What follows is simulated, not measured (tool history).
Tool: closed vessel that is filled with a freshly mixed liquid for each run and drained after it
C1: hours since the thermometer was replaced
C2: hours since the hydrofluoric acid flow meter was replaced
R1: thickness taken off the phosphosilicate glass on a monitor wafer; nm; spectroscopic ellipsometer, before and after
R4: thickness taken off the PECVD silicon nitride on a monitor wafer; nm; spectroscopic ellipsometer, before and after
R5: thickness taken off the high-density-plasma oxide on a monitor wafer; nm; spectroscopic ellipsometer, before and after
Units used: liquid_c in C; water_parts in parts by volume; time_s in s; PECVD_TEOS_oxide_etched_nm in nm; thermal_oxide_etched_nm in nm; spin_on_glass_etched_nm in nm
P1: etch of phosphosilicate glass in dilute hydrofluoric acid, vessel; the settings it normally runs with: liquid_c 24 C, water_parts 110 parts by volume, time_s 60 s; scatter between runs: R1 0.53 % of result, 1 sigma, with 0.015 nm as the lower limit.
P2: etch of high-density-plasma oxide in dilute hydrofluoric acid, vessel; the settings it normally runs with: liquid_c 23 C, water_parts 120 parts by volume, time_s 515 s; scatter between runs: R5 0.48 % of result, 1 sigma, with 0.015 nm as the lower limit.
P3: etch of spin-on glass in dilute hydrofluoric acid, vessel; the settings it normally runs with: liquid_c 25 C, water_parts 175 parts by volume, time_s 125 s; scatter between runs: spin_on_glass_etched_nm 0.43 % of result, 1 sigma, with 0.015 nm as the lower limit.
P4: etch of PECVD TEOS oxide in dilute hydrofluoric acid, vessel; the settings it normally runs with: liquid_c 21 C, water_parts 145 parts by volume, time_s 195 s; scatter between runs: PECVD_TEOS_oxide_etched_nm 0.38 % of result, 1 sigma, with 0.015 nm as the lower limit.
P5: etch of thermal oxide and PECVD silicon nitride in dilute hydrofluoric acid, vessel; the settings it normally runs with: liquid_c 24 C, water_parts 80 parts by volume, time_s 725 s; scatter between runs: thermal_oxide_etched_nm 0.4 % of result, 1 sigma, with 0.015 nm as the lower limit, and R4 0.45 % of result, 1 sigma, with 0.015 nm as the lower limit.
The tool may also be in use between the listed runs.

{"run": 1, "hour": 4.2, "process": "P1", "liquid_c": 24, "water_parts": 110, "time_s": 60, "C1": 1001.1, "C2": 513.4, "R1": 51.77}
{"run": 2, "hour": 8.5, "process": "P1", "liquid_c": 24, "water_parts": 20, "time_s": 60, "C1": 1005.4, "C2": 517.7, "R1": 316.8}
{"run": 3, "hour": 11.2, "process": "P1", "liquid_c": 31.5, "water_parts": 110, "time_s": 60, "C1": 1008.1, "C2": 520.4, "R1": 68.715}
{"run": 4, "hour": 15.5, "process": "P1", "liquid_c": 28.5, "water_parts": 75, "time_s": 60, "C1": 1012.4, "C2": 524.7, "R1": 94.206}
{"run": 5, "hour": 19.1, "process": "P1", "liquid_c": 24, "water_parts": 110, "time_s": 110, "C1": 1016, "C2": 528.3, "R1": 94.294}
{"run": 6, "hour": 21.2, "process": "P1", "liquid_c": 24, "water_parts": 110, "time_s": 60, "C1": 1018.1, "C2": 530.4, "R1": 51.594}
{"run": 7, "hour": 23.8, "process": "P4", "liquid_c": 21, "water_parts": 145, "time_s": 40, "C1": 1020.7, "C2": 533, "PECVD_TEOS_oxide_etched_nm": 2.9533}
{"run": 8, "hour": 27.7, "process": "P5", "liquid_c": 29.5, "water_parts": 80, "time_s": 725, "C1": 1024.6, "C2": 536.9, "thermal_oxide_etched_nm": 54.083, "R4": 26.921}
{"run": 9, "hour": 31.6, "process": "P2", "liquid_c": 30, "water_parts": 120, "time_s": 515, "C1": 1028.5, "C2": 540.8, "R5": 33.327}
{"run": 10, "hour": 33.9, "process": "P2", "liquid_c": 23, "water_parts": 120, "time_s": 910, "C1": 1030.8, "C2": 543.1, "R5": 45.292}
{"run": 11, "hour": 37.2, "process": "P1", "liquid_c": 24, "water_parts": 110, "time_s": 60, "C1": 1034.1, "C2": 546.4, "R1": 52.295}
{"run": 12, "hour": 40.9, "process": "P5", "liquid_c": 24, "water_parts": 80, "time_s": 725, "C1": 1037.8, "C2": 550.1, "thermal_oxide_etched_nm": 43.464, "R4": 18.882}
{"run": 13, "hour": 45.4, "process": "P1", "liquid_c": 24, "water_parts": 110, "time_s": 60, "C1": 1042.3, "C2": 554.6, "R1": 51.916}
{"run": 14, "hour": 49.5, "process": "P3", "liquid_c": 25, "water_parts": 175, "time_s": 30, "C1": 1046.4, "C2": 558.7, "spin_on_glass_etched_nm": 6.0824}
{"run": 15, "hour": 52.6, "process": "P1", "liquid_c": 24, "water_parts": 185, "time_s": 60, "C1": 1049.5, "C2": 561.8, "R1": 28.028}
{"run": 16, "hour": 55.5, "process": "P5", "liquid_c": 24, "water_parts": 80, "time_s": 345, "C1": 1052.4, "C2": 564.7, "thermal_oxide_etched_nm": 20.721, "R4": 9.0289}
{"run": 17, "hour": 58.4, "process": "P3", "liquid_c": 25, "water_parts": 175, "time_s": 125, "C1": 1055.3, "C2": 567.6, "spin_on_glass_etched_nm": 24.981}
{"run": 18, "hour": 60.9, "process": "P3", "liquid_c": 25, "water_parts": 100, "time_s": 125, "C1": 1057.8, "C2": 570.1, "spin_on_glass_etched_nm": 47.784}
{"run": 19, "hour": 64.1, "process": "P3", "liquid_c": 19, "water_parts": 175, "time_s": 125, "C1": 1061, "C2": 573.3, "spin_on_glass_etched_nm": 19.882}
{"hour": 64.2, "done": "hydrofluoric acid flow meter replaced"}
{"run": 20, "hour": 67.7, "process": "P4", "liquid_c": 21, "water_parts": 145, "time_s": 195, "C1": 1064.6, "C2": 3.5, "PECVD_TEOS_oxide_etched_nm": 14.279}
{"run": 21, "hour": 70.8, "process": "P1", "liquid_c": 29, "water_parts": 110, "time_s": 30, "C1": 1067.7, "C2": 6.6, "R1": 31.191}
{"run": 22, "hour": 73.0, "process": "P4", "liquid_c": 21, "water_parts": 45, "time_s": 195, "C1": 1069.9, "C2": 8.8, "PECVD_TEOS_oxide_etched_nm": 51.559}
{"run": 23, "hour": 76.9, "process": "P5", "liquid_c": 24, "water_parts": 130, "time_s": 725, "C1": 1073.8, "C2": 12.7, "thermal_oxide_etched_nm": 24.986, "R4": 11.692}
{"run": 24, "hour": 79.3, "process": "P2", "liquid_c": 23, "water_parts": 175, "time_s": 515, "C1": 1076.2, "C2": 15.1, "R5": 16.643}
{"run": 25, "hour": 82.3, "process": "P1", "liquid_c": 17, "water_parts": 110, "time_s": 60, "C1": 1079.2, "C2": 18.1, "R1": 39.027}
{"run": 26, "hour": 85.3, "process": "P1", "liquid_c": 24, "water_parts": 110, "time_s": 60, "C1": 1082.2, "C2": 21.1, "R1": 51.835}
{"run": 27, "hour": 88.2, "process": "P5", "liquid_c": 24, "water_parts": 80, "time_s": 725, "C1": 1085.1, "C2": 24, "thermal_oxide_etched_nm": 43.286, "R4": 18.895}
{"run": 28, "hour": 90.6, "process": "P2", "liquid_c": 23, "water_parts": 120, "time_s": 515, "C1": 1087.5, "C2": 26.4, "R5": 25.87}
{"run": 29, "hour": 94.9, "process": "P1", "liquid_c": 24, "water_parts": 110, "time_s": 30, "C1": 1091.8, "C2": 30.7, "R1": 25.997}
{"run": 30, "hour": 99.3, "process": "P4", "liquid_c": 17, "water_parts": 145, "time_s": 195, "C1": 1096.2, "C2": 35.1, "PECVD_TEOS_oxide_etched_nm": 12.209}
{"run": 31, "hour": 103.1, "process": "P1", "liquid_c": 24, "water_parts": 110, "time_s": 60, "C1": 1100, "C2": 38.9, "R1": 51.903}
{"run": 32, "hour": 105.9, "process": "P1", "liquid_c": 24, "water_parts": 110, "time_s": 60, "C1": 1102.8, "C2": 41.7, "R1": 52.51}
{"run": 33, "hour": 108.1, "process": "P1", "liquid_c": 24, "water_parts": 110, "time_s": 60, "C1": 1105, "C2": 43.9, "R1": 53.11}
{"run": 34, "hour": 110.9, "process": "P1", "liquid_c": 24, "water_parts": 110, "time_s": 60, "C1": 1107.8, "C2": 46.7, "R1": 53.373}
{"run": 35, "hour": 113.5, "process": "P1", "liquid_c": 24, "water_parts": 110, "time_s": 60, "C1": 1110.4, "C2": 49.3, "R1": 53.795}
{"run": 36, "hour": 116.5, "process": "P1", "liquid_c": 24, "water_parts": 110, "time_s": 60, "C1": 1113.4, "C2": 52.3, "R1": 53.97}
{"run": 37, "hour": 119.9, "process": "P1", "liquid_c": 24, "water_parts": 110, "time_s": 60, "C1": 1116.8, "C2": 55.7, "R1": 54.257}
{"run": 38, "hour": 124.2, "process": "P1", "liquid_c": 24, "water_parts": 110, "time_s": 60, "C1": 1121.1, "C2": 60, "R1": 54.475}
{"run": 39, "hour": 128.0, "process": "P1", "liquid_c": 24, "water_parts": 110, "time_s": 60, "C1": 1124.9, "C2": 63.8, "R1": 54.1}
{"run": 40, "hour": 131.8, "process": "P1", "liquid_c": 24, "water_parts": 110, "time_s": 60, "C1": 1128.7, "C2": 67.6, "R1": 54.626}
{"run": 41, "hour": 135.0, "process": "P1", "liquid_c": 24, "water_parts": 110, "time_s": 60, "C1": 1131.9, "C2": 70.8, "R1": 54.657}
{"run": 42, "hour": 139.0, "process": "P1", "liquid_c": 24, "water_parts": 110, "time_s": 60, "C1": 1135.9, "C2": 74.8, "R1": 54.449}

P1 has crept away from where it was. The log is fitted equally well by each of these 2 causes, at the sizes shown:
A: liquid hotter than its thermometer reads (K) = 1.45
B: hydrofluoric acid flow above the setpoint (%) = 5.13
At approximately hour 103.1, the process output began to creep.

Question marks stand in for the results of the 4 check runs listed below, each run on one wafer. Under which run would the listed causes show clearly different results?
{"run": "check 1", "hour": 143.0, "process": "P5", "liquid_c": 24, "water_parts": 80, "time_s": 725, "thermal_oxide_etched_nm": "?", "R4": "?"}
{"run": "check 2", "hour": 143.0, "process": "P4", "liquid_c": 21, "water_parts": 145, "time_s": 195, "PECVD_TEOS_oxide_etched_nm": "?"}
{"run": "check 3", "hour": 143.0, "process": "P3", "liquid_c": 25, "water_parts": 175, "time_s": 125, "spin_on_glass_etched_nm": "?"}
{"run": "check 4", "hour": 143.0, "process": "P2", "liquid_c": 23, "water_parts": 120, "time_s": 515, "R5": "?"}

Check results expected under each cause:
check=check_1 result=thermal_oxide_etched_nm if_A=45.856 if_B=45.718
check=check_1 result=R4 if_A=20.854 if_B=19.904
check=check_2 result=PECVD_TEOS_oxide_etched_nm if_A=15.139 if_B=15.151
check=check_3 result=spin_on_glass_etched_nm if_A=26.556 if_B=26.722
check=check_4 result=R5 if_A=27.241 if_B=27.245
Per-check spread between the two closest causes, in the result where they differ most: check 1 4.66 %; check 2 0.08 %; check 3 0.63 %; check 4 0.02 %
Of the check runs offered, only check 1 discriminates between the causes; the rest would read about the same regardless of which cause applies.

Then check 1 was run and gave: thermal_oxide_etched_nm 45.891 nm; R4 19.979 nm. Which cause is it?

The correct cause is B, namely: hydrofluoric acid flow above the setpoint (%).
